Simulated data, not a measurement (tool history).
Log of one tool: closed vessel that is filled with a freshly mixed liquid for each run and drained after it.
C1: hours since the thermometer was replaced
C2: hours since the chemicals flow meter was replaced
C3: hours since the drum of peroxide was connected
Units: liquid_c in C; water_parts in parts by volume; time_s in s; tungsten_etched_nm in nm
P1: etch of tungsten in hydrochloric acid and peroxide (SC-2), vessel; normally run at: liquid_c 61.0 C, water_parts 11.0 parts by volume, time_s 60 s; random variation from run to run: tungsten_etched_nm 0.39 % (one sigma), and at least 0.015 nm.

{"run": 1, "day": 0.35, "liquid_c": 61.0, "water_parts": 11.0, "time_s": 60, "C1": 355.9, "C2": 1566.7, "C3": 163.6, "tungsten_etched_nm": 40.621}
{"run": 2, "day": 0.646, "liquid_c": 70.5, "water_parts": 7.0, "time_s": 60, "C1": 363.0, "C2": 1573.8, "C3": 170.7, "tungsten_etched_nm": 104.33}
{"run": 3, "day": 1.2, "liquid_c": 46.5, "water_parts": 11.0, "time_s": 60, "C1": 376.3, "C2": 1587.1, "C3": 184.0, "tungsten_etched_nm": 15.755}
{"run": 4, "day": 1.525, "liquid_c": 61.0, "water_parts": 11.0, "time_s": 30, "C1": 384.1, "C2": 1594.9, "C3": 191.8, "tungsten_etched_nm": 20.246}
{"run": 5, "day": 2.121, "liquid_c": 61.0, "water_parts": 11.0, "time_s": 60, "C1": 398.4, "C2": 1609.2, "C3": 206.1, "tungsten_etched_nm": 40.368}
{"day": 2.292, "done": "thermometer replaced"}
{"run": 6, "day": 2.612, "liquid_c": 71.5, "water_parts": 11.0, "time_s": 60, "C1": 7.8, "C2": 1621.0, "C3": 217.9, "tungsten_etched_nm": 76.488}
{"run": 7, "day": 3.242, "liquid_c": 61.0, "water_parts": 11.0, "time_s": 115, "C1": 22.9, "C2": 1636.1, "C3": 233.0, "tungsten_etched_nm": 77.811}
{"run": 8, "day": 3.583, "liquid_c": 61.0, "water_parts": 11.0, "time_s": 60, "C1": 31.1, "C2": 1644.3, "C3": 241.2, "tungsten_etched_nm": 40.426}
{"run": 9, "day": 3.992, "liquid_c": 61.0, "water_parts": 19.5, "time_s": 60, "C1": 40.9, "C2": 1654.1, "C3": 251.0, "tungsten_etched_nm": 24.529}
{"run": 10, "day": 4.588, "liquid_c": 61.0, "water_parts": 11.0, "time_s": 60, "C1": 55.2, "C2": 1668.4, "C3": 265.3, "tungsten_etched_nm": 40.55}
{"run": 11, "day": 5.204, "liquid_c": 61.0, "water_parts": 4.0, "time_s": 60, "C1": 70.0, "C2": 1683.2, "C3": 280.1, "tungsten_etched_nm": 88.051}
{"run": 12, "day": 5.833, "liquid_c": 61.0, "water_parts": 11.0, "time_s": 60, "C1": 85.1, "C2": 1698.3, "C3": 295.2, "tungsten_etched_nm": 40.317}
{"run": 13, "day": 6.2, "liquid_c": 61.0, "water_parts": 11.0, "time_s": 60, "C1": 93.9, "C2": 1707.1, "C3": 304.0, "tungsten_etched_nm": 41.602}
{"run": 14, "day": 6.546, "liquid_c": 61.0, "water_parts": 11.0, "time_s": 60, "C1": 102.2, "C2": 1715.4, "C3": 312.3, "tungsten_etched_nm": 42.44}
{"run": 15, "day": 6.946, "liquid_c": 61.0, "water_parts": 11.0, "time_s": 60, "C1": 111.8, "C2": 1725.0, "C3": 321.9, "tungsten_etched_nm": 43.262}

Run 16 comes next. What will it give?
{"run": 16, "day": 7.346, "liquid_c": 61.0, "water_parts": 11.0, "time_s": 60, "C1": 121.4, "C2": 1734.6, "C3": 331.5, "tungsten_etched_nm": "?"}

{"run 16": {"tungsten_etched_nm": 43.271}}

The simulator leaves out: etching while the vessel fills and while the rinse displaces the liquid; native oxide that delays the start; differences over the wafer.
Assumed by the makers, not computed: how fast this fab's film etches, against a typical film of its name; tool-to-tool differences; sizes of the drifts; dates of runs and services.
